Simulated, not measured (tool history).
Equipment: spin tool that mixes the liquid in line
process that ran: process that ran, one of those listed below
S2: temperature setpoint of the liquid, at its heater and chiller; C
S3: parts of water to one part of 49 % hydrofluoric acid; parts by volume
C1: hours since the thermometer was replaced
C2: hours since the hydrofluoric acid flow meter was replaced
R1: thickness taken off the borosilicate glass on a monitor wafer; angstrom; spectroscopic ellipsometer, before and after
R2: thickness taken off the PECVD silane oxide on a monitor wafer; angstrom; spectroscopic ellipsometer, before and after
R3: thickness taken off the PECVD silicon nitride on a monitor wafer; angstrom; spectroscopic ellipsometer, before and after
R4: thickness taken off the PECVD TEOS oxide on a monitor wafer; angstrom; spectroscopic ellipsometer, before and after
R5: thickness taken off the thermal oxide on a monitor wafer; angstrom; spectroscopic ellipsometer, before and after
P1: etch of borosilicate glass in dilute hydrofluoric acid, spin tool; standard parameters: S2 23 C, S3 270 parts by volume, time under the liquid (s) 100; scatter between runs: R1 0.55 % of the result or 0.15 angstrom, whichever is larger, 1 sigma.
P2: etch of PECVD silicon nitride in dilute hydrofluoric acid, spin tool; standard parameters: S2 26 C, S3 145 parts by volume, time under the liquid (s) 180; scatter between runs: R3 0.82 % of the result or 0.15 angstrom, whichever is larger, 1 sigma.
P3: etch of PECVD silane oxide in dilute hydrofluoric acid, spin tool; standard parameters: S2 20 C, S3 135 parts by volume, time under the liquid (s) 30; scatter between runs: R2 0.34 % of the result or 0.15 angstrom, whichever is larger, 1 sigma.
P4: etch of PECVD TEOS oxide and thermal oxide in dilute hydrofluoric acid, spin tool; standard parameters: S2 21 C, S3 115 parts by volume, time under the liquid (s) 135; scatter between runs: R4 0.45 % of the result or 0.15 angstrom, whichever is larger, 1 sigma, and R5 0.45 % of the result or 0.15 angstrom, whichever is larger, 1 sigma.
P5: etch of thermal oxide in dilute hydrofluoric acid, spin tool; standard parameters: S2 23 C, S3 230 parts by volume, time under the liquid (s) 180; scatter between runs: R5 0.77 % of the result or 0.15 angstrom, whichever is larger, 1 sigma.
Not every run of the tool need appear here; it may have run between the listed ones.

Run 1, hour 3.6: process that ran P1, S2 23 C, S3 270 parts by volume, time under the liquid (s) 100; C1 895.4; C2 649.2. Result: R1 58.224 angstrom.
Run 2, hour 8.1: process that ran P3, S2 20 C, S3 245 parts by volume, time under the liquid (s) 30; C1 899.9; C2 653.7. Result: R2 45.039 angstrom.
Run 3, hour 13.7: process that ran P2, S2 26 C, S3 145 parts by volume, time under the liquid (s) 180; C1 905.5; C2 659.3. Result: R3 34.244 angstrom.
Run 4, hour 18.4: process that ran P1, S2 17 C, S3 270 parts by volume, time under the liquid (s) 100; C1 910.2; C2 664. Result: R1 46.369 angstrom.
At hour 23.6: hydrofluoric acid flow meter replaced.
Run 5, hour 23.7: process that ran P4, S2 21 C, S3 115 parts by volume, time under the liquid (s) 15; C1 915.5; C2 0.1. Result: R4 32.678 angstrom, R5 5.3655 angstrom.
Run 6, hour 29.3: process that ran P1, S2 23 C, S3 160 parts by volume, time under the liquid (s) 35; C1 921.1; C2 5.7. Result: R1 38.588 angstrom.
Run 7, hour 34.4: process that ran P5, S2 23 C, S3 230 parts by volume, time under the liquid (s) 180; C1 926.2; C2 10.8. Result: R5 31.486 angstrom.
Run 8, hour 39: process that ran P5, S2 17 C, S3 230 parts by volume, time under the liquid (s) 180; C1 930.8; C2 15.4. Result: R5 25.249 angstrom.
Run 9, hour 42.4: process that ran P1, S2 23 C, S3 270 parts by volume, time under the liquid (s) 100; C1 934.2; C2 18.8. Result: R1 58.823 angstrom.
Run 10, hour 47.3: process that ran P1, S2 30 C, S3 270 parts by volume, time under the liquid (s) 100; C1 939.1; C2 23.7. Result: R1 74.639 angstrom.
Run 11, hour 51.7: process that ran P1, S2 23 C, S3 75 parts by volume, time under the liquid (s) 170; C1 943.5; C2 28.1. Result: R1 444.4 angstrom.
Run 12, hour 56.1: process that ran P1, S2 23 C, S3 270 parts by volume, time under the liquid (s) 40; C1 947.9; C2 32.5. Result: R1 23.265 angstrom.
Run 13, hour 60.8: process that ran P2, S2 26 C, S3 240 parts by volume, time under the liquid (s) 180; C1 952.6; C2 37.2. Result: R3 20.627 angstrom.
Run 14, hour 65.4: process that ran P2, S2 33.5 C, S3 145 parts by volume, time under the liquid (s) 180; C1 957.2; C2 41.8. Result: R3 55.004 angstrom.
Run 15, hour 68.2: process that ran P3, S2 20 C, S3 135 parts by volume, time under the liquid (s) 30; C1 960; C2 44.6. Result: R2 91.489 angstrom.
Run 16, hour 72.7: process that ran P5, S2 23 C, S3 420 parts by volume, time under the liquid (s) 180; C1 964.5; C2 49.1. Result: R5 14.586 angstrom.
Run 17, hour 78.5: process that ran P3, S2 17 C, S3 135 parts by volume, time under the liquid (s) 30; C1 970.3; C2 54.9. Result: R2 80.417 angstrom.
Run 18, hour 82.9: process that ran P4, S2 21 C, S3 115 parts by volume, time under the liquid (s) 135; C1 974.7; C2 59.3. Result: R4 293.86 angstrom, R5 47.874 angstrom.
Run 19, hour 87.3: process that ran P1, S2 23 C, S3 465 parts by volume, time under the liquid (s) 100; C1 979.1; C2 63.7. Result: R1 28.43 angstrom.
Run 20, hour 90.4: process that ran P2, S2 26 C, S3 145 parts by volume, time under the liquid (s) 15; C1 982.2; C2 66.8. Result: R3 2.8665 angstrom.
Run 21, hour 95.4: process that ran P1, S2 23 C, S3 115 parts by volume, time under the liquid (s) 100; C1 987.2; C2 71.8. Result: R1 160.81 angstrom.
Run 22, hour 100.7: process that ran P5, S2 23 C, S3 230 parts by volume, time under the liquid (s) 330; C1 992.5; C2 77.1. Result: R5 56.544 angstrom.
Run 23, hour 103.9: process that ran P1, S2 23 C, S3 270 parts by volume, time under the liquid (s) 100; C1 995.7; C2 80.3. Result: R1 58.687 angstrom.
Run 24, hour 107.9: process that ran P1, S2 23 C, S3 270 parts by volume, time under the liquid (s) 190; C1 999.7; C2 84.3. Result: R1 109.96 angstrom.
Run 25, hour 111: process that ran P4, S2 21 C, S3 215 parts by volume, time under the liquid (s) 135; C1 1002.8; C2 87.4. Result: R4 142.28 angstrom, R5 22.793 angstrom.
Run 26, hour 116.8: process that ran P3, S2 20 C, S3 135 parts by volume, time under the liquid (s) 30; C1 1008.6; C2 93.2. Result: R2 90.242 angstrom.
Run 27, hour 122.2: process that ran P3, S2 20 C, S3 135 parts by volume, time under the liquid (s) 60; C1 1014; C2 98.6. Result: R2 182.37 angstrom.
Run 28, hour 125.1: process that ran P1, S2 23 C, S3 270 parts by volume, time under the liquid (s) 100; C1 1016.9; C2 101.5. Result: R1 58.599 angstrom.
Run 29, hour 127.8: process that ran P2, S2 26 C, S3 145 parts by volume, time under the liquid (s) 180; C1 1019.6; C2 104.2. Result: R3 34.234 angstrom.
Run 30, hour 130.9: process that ran P4, S2 17 C, S3 115 parts by volume, time under the liquid (s) 135; C1 1022.7; C2 107.3. Result: R4 247.82 angstrom, R5 40.505 angstrom.
Run 31, hour 135.4: process that ran P1, S2 23 C, S3 270 parts by volume, time under the liquid (s) 100; C1 1027.2; C2 111.8. Result: R1 58.053 angstrom.
Run 32, hour 139.6: process that ran P1, S2 23 C, S3 270 parts by volume, time under the liquid (s) 100; C1 1031.4; C2 116. Result: R1 58.403 angstrom.
Run 33, hour 144.2: process that ran P1, S2 23 C, S3 270 parts by volume, time under the liquid (s) 100; C1 1036; C2 120.6. Result: R1 59.56 angstrom.
Run 34, hour 149.3: process that ran P1, S2 23 C, S3 270 parts by volume, time under the liquid (s) 100; C1 1041.1; C2 125.7. Result: R1 61.148 angstrom.
Run 35, hour 151.9: process that ran P1, S2 23 C, S3 270 parts by volume, time under the liquid (s) 100; C1 1043.7; C2 128.3. Result: R1 61.591 angstrom.
Run 36, hour 157.5: process that ran P1, S2 23 C, S3 270 parts by volume, time under the liquid (s) 100; C1 1049.3; C2 133.9. Result: R1 62.442 angstrom.
Run 37, hour 161.8: process that ran P1, S2 23 C, S3 270 parts by volume, time under the liquid (s) 100; C1 1053.6; C2 138.2. Result: R1 62.546 angstrom.
Run 38, hour 165.5: process that ran P1, S2 23 C, S3 270 parts by volume, time under the liquid (s) 100; C1 1057.3; C2 141.9. Result: R1 62.828 angstrom.
Run 39, hour 168.9: process that ran P1, S2 23 C, S3 270 parts by volume, time under the liquid (s) 100; C1 1060.7; C2 145.3. Result: R1 63.048 angstrom.
Run 40, hour 173.4: process that ran P1, S2 23 C, S3 270 parts by volume, time under the liquid (s) 100; C1 1065.2; C2 149.8. Result: R1 63.312 angstrom.
Run 41, hour 176: process that ran P1, S2 23 C, S3 270 parts by volume, time under the liquid (s) 100; C1 1067.8; C2 152.4. Result: R1 63.404 angstrom.
Run 42, hour 181.6: process that ran P1, S2 23 C, S3 270 parts by volume, time under the liquid (s) 100; C1 1073.4; C2 158. Result: R1 63.603 angstrom.
Run 43, hour 185.9: process that ran P1, S2 23 C, S3 270 parts by volume, time under the liquid (s) 100; C1 1077.7; C2 162.3. Result: R1 64.033 angstrom.

The log shows P1 creeping away from where it was. Any of the 2 causes listed here, at the size stated for it, fits the log just as well as the others:
A: liquid hotter than its thermometer reads (K) = 2.45
B: hydrofluoric acid flow above the setpoint (%) = 7.09
Onset of the creep was near hour 139.6.

Which of the 4 check runs listed below separates the causes, so that each cause would produce a clearly different result? Each run uses one wafer, and its results are marked with question marks.
Run check 1, hour 190.2: process that ran P2, S2 26 C, S3 185 parts by volume, time under the liquid (s) 180. Result: R3 ?.
Run check 2, hour 190.2: process that ran P3, S2 20 C, S3 225 parts by volume, time under the liquid (s) 30. Result: R2 ?.
Run check 3, hour 190.2: process that ran P4, S2 21 C, S3 205 parts by volume, time under the liquid (s) 15. Result: R4 ?, R5 ?.
Run check 4, hour 190.2: process that ran P5, S2 20 C, S3 370 parts by volume, time under the liquid (s) 180. Result: R5 ?.

How each check would come out, cause by cause:
  check  result    if A    if B
check 1      R3  31.427  28.927
check 2      R2  54.628  54.133
check 3      R4  18.328  18.147
check 3      R5   2.956  2.9269
check 4      R5   16.76  16.836
Smallest distance between any two causes, each pair judged by its most separating result, in per cent: check 1 8.29 %; check 2 0.91 %; check 3 0.99 %; check 4 0.45 %
Only check 1 tells the causes apart: in the others they would give nearly the same result.

The results of check 1 are: R3 28.749 angstrom. Based on these, which of the listed causes is it?

B is the cause: hydrofluoric acid flow above the setpoint (%).
